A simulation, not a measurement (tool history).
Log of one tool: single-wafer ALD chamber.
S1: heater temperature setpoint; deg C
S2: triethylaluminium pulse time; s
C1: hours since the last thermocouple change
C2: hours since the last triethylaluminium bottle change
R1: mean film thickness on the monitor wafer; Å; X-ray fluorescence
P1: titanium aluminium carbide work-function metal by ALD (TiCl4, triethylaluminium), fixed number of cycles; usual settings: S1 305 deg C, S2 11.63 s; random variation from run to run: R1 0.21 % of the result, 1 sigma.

Run 1, hour 3.9: S1 305 deg C, S2 11.63 s; C1 613.9; C2 699.1. Result: R1 20.327 Å.
Run 2, hour 9.4: S1 305 deg C, S2 3.97 s; C1 619.4; C2 704.6. Result: R1 15.350 Å.
Run 3, hour 13.9: S1 305 deg C, S2 11.63 s; C1 623.9; C2 709.1. Result: R1 20.263 Å.
Run 4, hour 20.3: S1 305 deg C, S2 11.63 s; C1 630.3; C2 715.5. Result: R1 20.253 Å.
At hour 23.4: thermocouple changed; heater temperature recalibrated.
Run 5, hour 24.9: S1 326 deg C, S2 11.63 s; C1 1.5; C2 720.1. Result: R1 22.071 Å.
Run 6, hour 30.8: S1 288 deg C, S2 17.43 s; C1 7.4; C2 726.0. Result: R1 18.985 Å.
Run 7, hour 36.5: S1 294 deg C, S2 4.73 s; C1 13.1; C2 731.7. Result: R1 15.840 Å.
Run 8, hour 41.1: S1 305 deg C, S2 11.63 s; C1 17.7; C2 736.3. Result: R1 20.266 Å.
Run 9, hour 47.1: S1 305 deg C, S2 17.45 s; C1 23.7; C2 742.3. Result: R1 20.551 Å.
Run 10, hour 53.0: S1 287 deg C, S2 18.71 s; C1 29.6; C2 748.2. Result: R1 19.064 Å.
Run 11, hour 58.4: S1 305 deg C, S2 11.63 s; C1 35.0; C2 753.6. Result: R1 20.319 Å.
Run 12, hour 63.7: S1 291 deg C, S2 11.63 s; C1 40.3; C2 758.9. Result: R1 19.060 Å.
Run 13, hour 68.1: S1 305 deg C, S2 11.63 s; C1 44.7; C2 763.3. Result: R1 20.244 Å.
Run 14, hour 72.4: S1 305 deg C, S2 11.63 s; C1 49.0; C2 767.6. Result: R1 20.207 Å.
Run 15, hour 79.6: S1 305 deg C, S2 11.63 s; C1 56.2; C2 774.8. Result: R1 20.032 Å.
Run 16, hour 86.4: S1 305 deg C, S2 11.63 s; C1 63.0; C2 781.6. Result: R1 19.930 Å.
Run 17, hour 94.2: S1 305 deg C, S2 11.63 s; C1 70.8; C2 789.4. Result: R1 19.873 Å.
Run 18, hour 102.0: S1 305 deg C, S2 11.63 s; C1 78.6; C2 797.2. Result: R1 19.851 Å.
Run 19, hour 105.9: S1 305 deg C, S2 11.63 s; C1 82.5; C2 801.1. Result: R1 19.847 Å.
Run 20, hour 112.2: S1 305 deg C, S2 11.63 s; C1 88.8; C2 807.4. Result: R1 19.807 Å.
Run 21, hour 116.8: S1 305 deg C, S2 11.63 s; C1 93.4; C2 812.0. Result: R1 19.819 Å.

Run 22 comes next. What will it give?
Run 22, hour 122.6: S1 305 deg C, S2 11.63 s; C1 99.2; C2 817.8. Result: R1 ?.

R1: 19.782 Å
